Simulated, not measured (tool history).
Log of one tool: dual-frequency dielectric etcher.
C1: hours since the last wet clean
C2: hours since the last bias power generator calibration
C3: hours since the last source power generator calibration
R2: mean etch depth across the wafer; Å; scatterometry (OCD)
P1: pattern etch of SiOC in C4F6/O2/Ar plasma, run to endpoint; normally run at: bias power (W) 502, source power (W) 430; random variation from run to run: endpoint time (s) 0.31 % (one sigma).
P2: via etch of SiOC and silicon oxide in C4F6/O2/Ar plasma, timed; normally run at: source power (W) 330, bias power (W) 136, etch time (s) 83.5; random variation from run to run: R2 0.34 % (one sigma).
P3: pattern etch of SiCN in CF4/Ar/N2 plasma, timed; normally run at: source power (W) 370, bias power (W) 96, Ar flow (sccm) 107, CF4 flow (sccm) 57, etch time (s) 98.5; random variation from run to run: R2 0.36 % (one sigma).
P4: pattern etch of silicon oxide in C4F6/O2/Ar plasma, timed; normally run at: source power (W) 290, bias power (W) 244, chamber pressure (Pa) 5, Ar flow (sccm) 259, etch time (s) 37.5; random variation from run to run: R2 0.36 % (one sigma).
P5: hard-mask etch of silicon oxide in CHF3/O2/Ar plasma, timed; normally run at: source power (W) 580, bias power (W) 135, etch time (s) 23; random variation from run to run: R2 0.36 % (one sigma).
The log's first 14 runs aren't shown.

run 15 day=6.358 | process_that_ran=P1 bias_power_(W)=602 source_power_(W)=430 | C1=508.1 C2=2125.3 C3=703.4 | endpoint_time_(s)=8.882
run 16 day=6.675 | process_that_ran=P5 bias_power_(W)=135 source_power_(W)=580 etch_time_(s)=23 | C1=515.7 C2=2132.9 C3=711 | R2=416.69
run 17 day=7.088 | process_that_ran=P2 bias_power_(W)=136 source_power_(W)=200 etch_time_(s)=83.5 | C1=525.6 C2=2142.8 C3=720.9 | R2=672
run 18 day=7.396 | process_that_ran=P3 bias_power_(W)=96 source_power_(W)=370 Ar_flow_(sccm)=107 etch_time_(s)=98.5 CF4_flow_(sccm)=35 | C1=533 C2=2150.2 C3=728.3 | R2=717.02
run 19 day=7.725 | process_that_ran=P3 bias_power_(W)=96 source_power_(W)=370 Ar_flow_(sccm)=107 etch_time_(s)=134 CF4_flow_(sccm)=57 | C1=540.9 C2=2158.1 C3=736.2 | R2=1054
run 20 day=8.033 | process_that_ran=P1 bias_power_(W)=631 source_power_(W)=320 | C1=548.3 C2=2165.5 C3=743.6 | endpoint_time_(s)=9.6917
run 21 day=8.342 | process_that_ran=P3 bias_power_(W)=116 source_power_(W)=370 Ar_flow_(sccm)=107 etch_time_(s)=98.5 CF4_flow_(sccm)=57 | C1=555.7 C2=2172.9 C3=751 | R2=828.82
run 22 day=8.725 | process_that_ran=P2 bias_power_(W)=99 source_power_(W)=330 etch_time_(s)=83.5 | C1=564.9 C2=2182.1 C3=760.2 | R2=747.62
run 23 day=8.983 | process_that_ran=P1 bias_power_(W)=502 source_power_(W)=430 | C1=571.1 C2=2188.3 C3=766.4 | endpoint_time_(s)=9.5205
run 24 day=9.292 | process_that_ran=P3 bias_power_(W)=96 source_power_(W)=370 Ar_flow_(sccm)=107 etch_time_(s)=98.5 CF4_flow_(sccm)=57 | C1=578.5 C2=2195.7 C3=773.8 | R2=772.39
run 25 day=9.854 | process_that_ran=P3 bias_power_(W)=96 source_power_(W)=480 Ar_flow_(sccm)=107 etch_time_(s)=98.5 CF4_flow_(sccm)=57 | C1=592 C2=2209.2 C3=787.3 | R2=967.07
-- day=10.133 source power generator calibrated
run 26 day=10.188 | process_that_ran=P1 bias_power_(W)=403 source_power_(W)=430 | C1=600 C2=2217.2 C3=1.4 | endpoint_time_(s)=10.305
run 27 day=10.496 | process_that_ran=P1 bias_power_(W)=502 source_power_(W)=430 | C1=607.4 C2=2224.6 C3=8.8 | endpoint_time_(s)=9.5377
run 28 day=10.771 | process_that_ran=P5 bias_power_(W)=135 source_power_(W)=580 etch_time_(s)=23 | C1=614 C2=2231.2 C3=15.4 | R2=413.91
run 29 day=11.167 | process_that_ran=P1 bias_power_(W)=420 source_power_(W)=530 | C1=623.5 C2=2240.7 C3=24.9 | endpoint_time_(s)=9.3524
run 30 day=11.558 | process_that_ran=P5 bias_power_(W)=170 source_power_(W)=580 etch_time_(s)=23 | C1=632.9 C2=2250.1 C3=34.3 | R2=449.86
run 31 day=11.925 | process_that_ran=P4 bias_power_(W)=244 source_power_(W)=290 chamber_pressure_(Pa)=5 Ar_flow_(sccm)=259 etch_time_(s)=26 | C1=641.7 C2=2258.9 C3=43.1 | R2=836.27
run 32 day=12.462 | process_that_ran=P3 bias_power_(W)=96 source_power_(W)=370 Ar_flow_(sccm)=148 etch_time_(s)=98.5 CF4_flow_(sccm)=57 | C1=654.6 C2=2271.8 C3=56 | R2=736.56
run 33 day=12.858 | process_that_ran=P2 bias_power_(W)=136 source_power_(W)=330 etch_time_(s)=125.5 | C1=664.1 C2=2281.3 C3=65.5 | R2=1237.6
run 34 day=13.233 | process_that_ran=P1 bias_power_(W)=502 source_power_(W)=430 | C1=673.1 C2=2290.3 C3=74.5 | endpoint_time_(s)=9.4725
run 35 day=13.788 | process_that_ran=P1 bias_power_(W)=502 source_power_(W)=430 | C1=686.4 C2=2303.6 C3=87.8 | endpoint_time_(s)=9.4379
run 36 day=14.146 | process_that_ran=P1 bias_power_(W)=502 source_power_(W)=430 | C1=695 C2=2312.2 C3=96.4 | endpoint_time_(s)=9.3797

Run 37 comes next. What will it give?
run 37 day=14.404 | process_that_ran=P1 bias_power_(W)=502 source_power_(W)=430 | C1=701.2 C2=2318.4 C3=102.6 | endpoint_time_(s)=?

endpoint time (s): 9.403

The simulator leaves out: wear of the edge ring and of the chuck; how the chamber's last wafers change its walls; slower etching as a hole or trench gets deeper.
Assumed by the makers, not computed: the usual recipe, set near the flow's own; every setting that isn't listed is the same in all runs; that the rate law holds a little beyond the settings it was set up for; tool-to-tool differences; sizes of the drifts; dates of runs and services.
